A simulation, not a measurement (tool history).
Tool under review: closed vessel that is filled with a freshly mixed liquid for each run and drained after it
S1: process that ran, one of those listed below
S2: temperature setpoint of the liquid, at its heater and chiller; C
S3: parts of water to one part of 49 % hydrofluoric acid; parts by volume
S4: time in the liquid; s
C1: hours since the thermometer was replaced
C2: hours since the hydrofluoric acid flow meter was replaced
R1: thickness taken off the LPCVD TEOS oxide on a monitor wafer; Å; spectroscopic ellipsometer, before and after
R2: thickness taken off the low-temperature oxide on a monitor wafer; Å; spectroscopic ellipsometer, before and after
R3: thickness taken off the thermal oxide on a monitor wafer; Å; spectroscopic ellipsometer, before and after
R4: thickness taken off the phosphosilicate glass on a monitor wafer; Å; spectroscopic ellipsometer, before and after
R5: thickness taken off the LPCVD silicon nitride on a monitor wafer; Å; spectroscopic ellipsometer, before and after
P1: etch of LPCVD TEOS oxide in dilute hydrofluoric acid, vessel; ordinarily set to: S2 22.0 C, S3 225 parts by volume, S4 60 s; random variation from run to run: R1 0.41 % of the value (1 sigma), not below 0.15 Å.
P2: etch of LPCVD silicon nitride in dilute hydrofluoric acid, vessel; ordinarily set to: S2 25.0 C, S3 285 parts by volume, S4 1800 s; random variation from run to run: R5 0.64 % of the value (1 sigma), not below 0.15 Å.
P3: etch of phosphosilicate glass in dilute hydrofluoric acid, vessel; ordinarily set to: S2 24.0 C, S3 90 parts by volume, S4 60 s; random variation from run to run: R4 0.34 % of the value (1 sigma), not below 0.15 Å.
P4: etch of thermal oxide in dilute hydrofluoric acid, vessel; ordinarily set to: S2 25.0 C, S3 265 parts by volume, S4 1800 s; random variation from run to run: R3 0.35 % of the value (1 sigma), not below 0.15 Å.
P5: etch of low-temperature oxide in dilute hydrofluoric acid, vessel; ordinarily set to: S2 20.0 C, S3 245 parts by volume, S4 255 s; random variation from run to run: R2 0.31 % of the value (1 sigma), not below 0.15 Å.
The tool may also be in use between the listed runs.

Run 1, day 0.692: S1 P1, S2 22.0 C, S3 225 parts by volume, S4 60 s; C1 458.1; C2 529.9. Result: R1 90.951 Å.
Run 2, day 1.288: S1 P1, S2 22.0 C, S3 225 parts by volume, S4 30 s; C1 472.4; C2 544.2. Result: R1 45.529 Å.
Run 3, day 1.929: S1 P5, S2 20.0 C, S3 245 parts by volume, S4 470 s; C1 487.8; C2 559.6. Result: R2 155.430 Å.
Run 4, day 2.254: S1 P4, S2 25.0 C, S3 265 parts by volume, S4 1800 s; C1 495.6; C2 567.4. Result: R3 273.37 Å.
Run 5, day 2.704: S1 P3, S2 24.0 C, S3 90 parts by volume, S4 60 s; C1 506.4; C2 578.2. Result: R4 738.47 Å.
Run 6, day 3.067: S1 P2, S2 25.0 C, S3 285 parts by volume, S4 3160 s; C1 515.1; C2 586.9. Result: R5 63.796 Å.
Run 7, day 3.425: S1 P5, S2 20.0 C, S3 245 parts by volume, S4 255 s; C1 523.7; C2 595.5. Result: R2 84.412 Å.
Run 8, day 3.804: S1 P2, S2 25.0 C, S3 500 parts by volume, S4 1800 s; C1 532.8; C2 604.6. Result: R5 20.787 Å.
Run 9, day 4.167: S1 P1, S2 22.0 C, S3 225 parts by volume, S4 60 s; C1 541.5; C2 613.3. Result: R1 90.600 Å.
Run 10, day 4.725: S1 P1, S2 22.0 C, S3 395 parts by volume, S4 60 s; C1 554.9; C2 626.7. Result: R1 44.381 Å.
Run 11, day 5.329: S1 P1, S2 17.0 C, S3 225 parts by volume, S4 60 s; C1 569.4; C2 641.2. Result: R1 75.298 Å.
Run 12, day 5.979: S1 P4, S2 30.5 C, S3 265 parts by volume, S4 1800 s; C1 585.0; C2 656.8. Result: R3 331.26 Å.
Run 13, day 6.383: S1 P1, S2 26.0 C, S3 325 parts by volume, S4 60 s; C1 594.7; C2 666.5. Result: R1 66.324 Å.
Run 14, day 6.896: S1 P1, S2 22.0 C, S3 100 parts by volume, S4 60 s; C1 607.0; C2 678.8. Result: R1 235.020 Å.
Run 15, day 7.225: S1 P5, S2 17.0 C, S3 245 parts by volume, S4 255 s; C1 614.9; C2 686.7. Result: R2 75.308 Å.
Run 16, day 7.954: S1 P2, S2 25.0 C, S3 285 parts by volume, S4 1800 s; C1 632.4; C2 704.2. Result: R5 36.425 Å.
Run 17, day 8.375: S1 P3, S2 24.0 C, S3 90 parts by volume, S4 60 s; C1 642.5; C2 714.3. Result: R4 739.98 Å.
Run 18, day 8.979: S1 P1, S2 22.0 C, S3 225 parts by volume, S4 60 s; C1 657.0; C2 728.8. Result: R1 90.779 Å.
Run 19, day 9.642: S1 P1, S2 22.0 C, S3 225 parts by volume, S4 60 s; C1 672.9; C2 744.7. Result: R1 90.837 Å.
Run 20, day 10.292: S1 P1, S2 22.0 C, S3 225 parts by volume, S4 90 s; C1 688.5; C2 760.3. Result: R1 135.800 Å.
Run 21, day 10.658: S1 P5, S2 20.0 C, S3 245 parts by volume, S4 255 s; C1 697.3; C2 769.1. Result: R2 84.104 Å.
Run 22, day 11.367: S1 P3, S2 17.0 C, S3 90 parts by volume, S4 60 s; C1 714.3; C2 786.1. Result: R4 552.03 Å.
Run 23, day 11.800: S1 P3, S2 24.0 C, S3 165 parts by volume, S4 60 s; C1 724.7; C2 796.5. Result: R4 366.69 Å.
Run 24, day 12.250: S1 P1, S2 22.0 C, S3 225 parts by volume, S4 60 s; C1 735.5; C2 807.3. Result: R1 91.667 Å.
Run 25, day 12.850: S1 P4, S2 25.0 C, S3 265 parts by volume, S4 1800 s; C1 749.9; C2 821.7. Result: R3 272.70 Å.
Run 26, day 13.450: S1 P4, S2 25.0 C, S3 265 parts by volume, S4 225 s; C1 764.3; C2 836.1. Result: R3 34.16 Å.
At day 13.642: thermometer replaced.
Run 27, day 13.892: S1 P2, S2 32.0 C, S3 285 parts by volume, S4 1800 s; C1 6.0; C2 846.7. Result: R5 54.534 Å.
Run 28, day 14.321: S1 P1, S2 17.0 C, S3 60 parts by volume, S4 60 s; C1 16.3; C2 857.0. Result: R1 331.960 Å.
Run 29, day 14.925: S1 P3, S2 24.0 C, S3 90 parts by volume, S4 110 s; C1 30.8; C2 871.5. Result: R4 1358.00 Å.
Run 30, day 15.417: S1 P4, S2 25.0 C, S3 50 parts by volume, S4 1800 s; C1 42.6; C2 883.3. Result: R3 1867.60 Å.
Run 31, day 16.146: S1 P1, S2 26.5 C, S3 225 parts by volume, S4 60 s; C1 60.1; C2 900.8. Result: R1 106.450 Å.
Run 32, day 16.550: S1 P5, S2 20.0 C, S3 360 parts by volume, S4 255 s; C1 69.8; C2 910.5. Result: R2 51.781 Å.
Run 33, day 17.146: S1 P1, S2 22.0 C, S3 225 parts by volume, S4 60 s; C1 84.1; C2 924.8. Result: R1 90.830 Å.
Run 34, day 17.692: S1 P1, S2 22.0 C, S3 225 parts by volume, S4 60 s; C1 97.2; C2 937.9. Result: R1 88.710 Å.
Run 35, day 18.288: S1 P1, S2 22.0 C, S3 225 parts by volume, S4 60 s; C1 111.5; C2 952.2. Result: R1 87.513 Å.
Run 36, day 18.696: S1 P1, S2 22.0 C, S3 225 parts by volume, S4 60 s; C1 121.3; C2 962.0. Result: R1 86.096 Å.
Run 37, day 19.262: S1 P1, S2 22.0 C, S3 225 parts by volume, S4 60 s; C1 134.9; C2 975.6. Result: R1 86.283 Å.
Run 38, day 19.658: S1 P1, S2 22.0 C, S3 225 parts by volume, S4 60 s; C1 144.4; C2 985.1. Result: R1 85.372 Å.
Run 39, day 20.329: S1 P1, S2 22.0 C, S3 225 parts by volume, S4 60 s; C1 160.5; C2 1001.2. Result: R1 84.625 Å.
Run 40, day 20.862: S1 P1, S2 22.0 C, S3 225 parts by volume, S4 60 s; C1 173.3; C2 1014.0. Result: R1 84.536 Å.
Run 41, day 21.250: S1 P1, S2 22.0 C, S3 225 parts by volume, S4 60 s; C1 182.6; C2 1023.3. Result: R1 85.109 Å.
Run 42, day 21.854: S1 P1, S2 22.0 C, S3 225 parts by volume, S4 60 s; C1 197.1; C2 1037.8. Result: R1 85.232 Å.

The output of P1 has drifted from where it used to be. Each of the 2 causes below, taken at the size shown beside it, accounts for the log equally well:
A: hydrofluoric acid flow below the setpoint (%) = 5.27
B: liquid colder than its thermometer reads (K) = 1.78
The creep began at about day 17.146.

The check runs listed below each take one wafer, and their results are still question marks. Under which run would the listed causes lead to clearly different results?
Run check 1, day 22.458: S1 P3, S2 21.0 C, S3 160 parts by volume, S4 60 s. Result: R4 ?.
Run check 2, day 22.458: S1 P5, S2 20.0 C, S3 345 parts by volume, S4 255 s. Result: R2 ?.
Run check 3, day 22.458: S1 P4, S2 25.0 C, S3 110 parts by volume, S4 1800 s. Result: R3 ?.
Run check 4, day 22.458: S1 P2, S2 28.5 C, S3 285 parts by volume, S4 3140 s. Result: R5 ?.

Outcome of each check run for each possible cause:
  check  result    if A    if B
check 1      R4  319.72  317.53
check 2      R2  51.012  51.336
check 3      R3  736.39  730.34
check 4      R5  74.174  70.545
Per-check spread between the two closest causes, in the result where they differ most: check 1 0.69 %; check 2 0.63 %; check 3 0.82 %; check 4 5.02 %
The other checks would show nearly matching results whichever cause is true, so check 4 is the only one that separates the causes.

Check 4 has now been run. It gave: R5 74.026 Å. Which of the candidate causes is it?

It is A: hydrofluoric acid flow below the setpoint (%).
